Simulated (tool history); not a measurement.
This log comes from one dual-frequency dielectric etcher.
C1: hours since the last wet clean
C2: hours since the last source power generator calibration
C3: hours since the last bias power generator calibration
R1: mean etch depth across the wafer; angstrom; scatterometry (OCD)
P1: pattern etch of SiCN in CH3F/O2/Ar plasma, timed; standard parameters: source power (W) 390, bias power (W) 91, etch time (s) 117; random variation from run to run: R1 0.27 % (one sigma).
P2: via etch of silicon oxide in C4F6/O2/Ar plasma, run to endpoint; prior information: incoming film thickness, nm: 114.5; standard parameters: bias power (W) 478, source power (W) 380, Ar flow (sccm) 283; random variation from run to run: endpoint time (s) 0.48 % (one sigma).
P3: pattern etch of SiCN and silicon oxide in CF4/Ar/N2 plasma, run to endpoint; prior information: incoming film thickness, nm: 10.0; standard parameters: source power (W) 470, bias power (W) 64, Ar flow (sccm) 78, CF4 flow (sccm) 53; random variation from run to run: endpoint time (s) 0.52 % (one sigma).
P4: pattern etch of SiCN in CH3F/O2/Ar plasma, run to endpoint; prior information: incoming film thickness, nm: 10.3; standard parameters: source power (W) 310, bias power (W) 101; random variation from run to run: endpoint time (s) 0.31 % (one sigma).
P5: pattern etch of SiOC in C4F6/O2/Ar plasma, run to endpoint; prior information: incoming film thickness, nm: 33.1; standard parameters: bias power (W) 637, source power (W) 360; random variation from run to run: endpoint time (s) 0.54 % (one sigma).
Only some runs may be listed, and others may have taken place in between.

Run 1, hour 13.2: process that ran P1, source power (W) 390, bias power (W) 91, etch time (s) 117; C1 58.7; C2 1203.8; C3 1407.8. Result: R1 478.07 angstrom.
Run 2, hour 27.6: process that ran P1, source power (W) 390, bias power (W) 91, etch time (s) 117; C1 73.1; C2 1218.2; C3 1422.2. Result: R1 477.8 angstrom.
Run 3, hour 45.6: process that ran P1, source power (W) 390, bias power (W) 91, etch time (s) 117; C1 91.1; C2 1236.2; C3 1440.2. Result: R1 477.59 angstrom.
Run 4, hour 55.9: process that ran P1, source power (W) 390, bias power (W) 72, etch time (s) 117; C1 101.4; C2 1246.5; C3 1450.5. Result: R1 439.1 angstrom.
Run 5, hour 70.1: process that ran P1, source power (W) 510, bias power (W) 91, etch time (s) 90; C1 115.6; C2 1260.7; C3 1464.7. Result: R1 406.88 angstrom.
Run 6, hour 88.4: process that ran P1, source power (W) 390, bias power (W) 91, etch time (s) 117; C1 133.9; C2 1279; C3 1483. Result: R1 479.64 angstrom.
Run 7, hour 102.3: process that ran P1, source power (W) 390, bias power (W) 91, etch time (s) 158; C1 147.8; C2 1292.9; C3 1496.9. Result: R1 647.42 angstrom.
Run 8, hour 116.1: process that ran P3, source power (W) 470, bias power (W) 64, Ar flow (sccm) 78, CF4 flow (sccm) 65; C1 161.6; C2 1306.7; C3 1510.7. Result: endpoint time (s) 11.226.
At hour 125.7: wet clean of the chamber.
Run 9, hour 126.7: process that ran P1, source power (W) 390, bias power (W) 128, etch time (s) 117; C1 1.1; C2 1317.3; C3 1521.3. Result: R1 543.5 angstrom.
Run 10, hour 145.8: process that ran P1, source power (W) 390, bias power (W) 91, etch time (s) 117; C1 20.2; C2 1336.4; C3 1540.4. Result: R1 478.03 angstrom.
Run 11, hour 164.6: process that ran P4, source power (W) 310, bias power (W) 101; C1 39; C2 1355.2; C3 1559.2. Result: endpoint time (s) 27.284.
Run 12, hour 173.9: process that ran P1, source power (W) 230, bias power (W) 91, etch time (s) 117; C1 48.3; C2 1364.5; C3 1568.5. Result: R1 395.67 angstrom.
Run 13, hour 192.5: process that ran P4, source power (W) 310, bias power (W) 66; C1 66.9; C2 1383.1; C3 1587.1. Result: endpoint time (s) 32.073.
Run 14, hour 205.4: process that ran P2, source power (W) 380, bias power (W) 478, Ar flow (sccm) 283; C1 79.8; C2 1396; C3 1600. Result: endpoint time (s) 25.925.
Run 15, hour 216.1: process that ran P3, source power (W) 470, bias power (W) 64, Ar flow (sccm) 78, CF4 flow (sccm) 53; C1 90.5; C2 1406.7; C3 1610.7. Result: endpoint time (s) 11.504.
Run 16, hour 228.6: process that ran P1, source power (W) 530, bias power (W) 91, etch time (s) 117; C1 103; C2 1419.2; C3 1623.2. Result: R1 533.69 angstrom.
Run 17, hour 245.9: process that ran P2, source power (W) 380, bias power (W) 381, Ar flow (sccm) 283; C1 120.3; C2 1436.5; C3 1640.5. Result: endpoint time (s) 28.053.
Run 18, hour 257.7: process that ran P2, source power (W) 500, bias power (W) 478, Ar flow (sccm) 283; C1 132.1; C2 1448.3; C3 1652.3. Result: endpoint time (s) 23.289.
Run 19, hour 274.8: process that ran P1, source power (W) 390, bias power (W) 91, etch time (s) 117; C1 149.2; C2 1465.4; C3 1669.4. Result: R1 475.45 angstrom.
Run 20, hour 291.6: process that ran P1, source power (W) 500, bias power (W) 91, etch time (s) 166.5; C1 166; C2 1482.2; C3 1686.2. Result: R1 749.23 angstrom.
Run 21, hour 303.5: process that ran P3, source power (W) 470, bias power (W) 64, Ar flow (sccm) 58, CF4 flow (sccm) 53; C1 177.9; C2 1494.1; C3 1698.1. Result: endpoint time (s) 11.138.
Run 22, hour 321.7: process that ran P2, source power (W) 380, bias power (W) 478, Ar flow (sccm) 283; C1 196.1; C2 1512.3; C3 1716.3. Result: endpoint time (s) 25.951.

Expected results for the next run?
Run 23, hour 333.6: process that ran P5, source power (W) 360, bias power (W) 637; C1 208; C2 1524.2; C3 1728.2. Result: endpoint time (s) ?.

endpoint time (s): 10.421
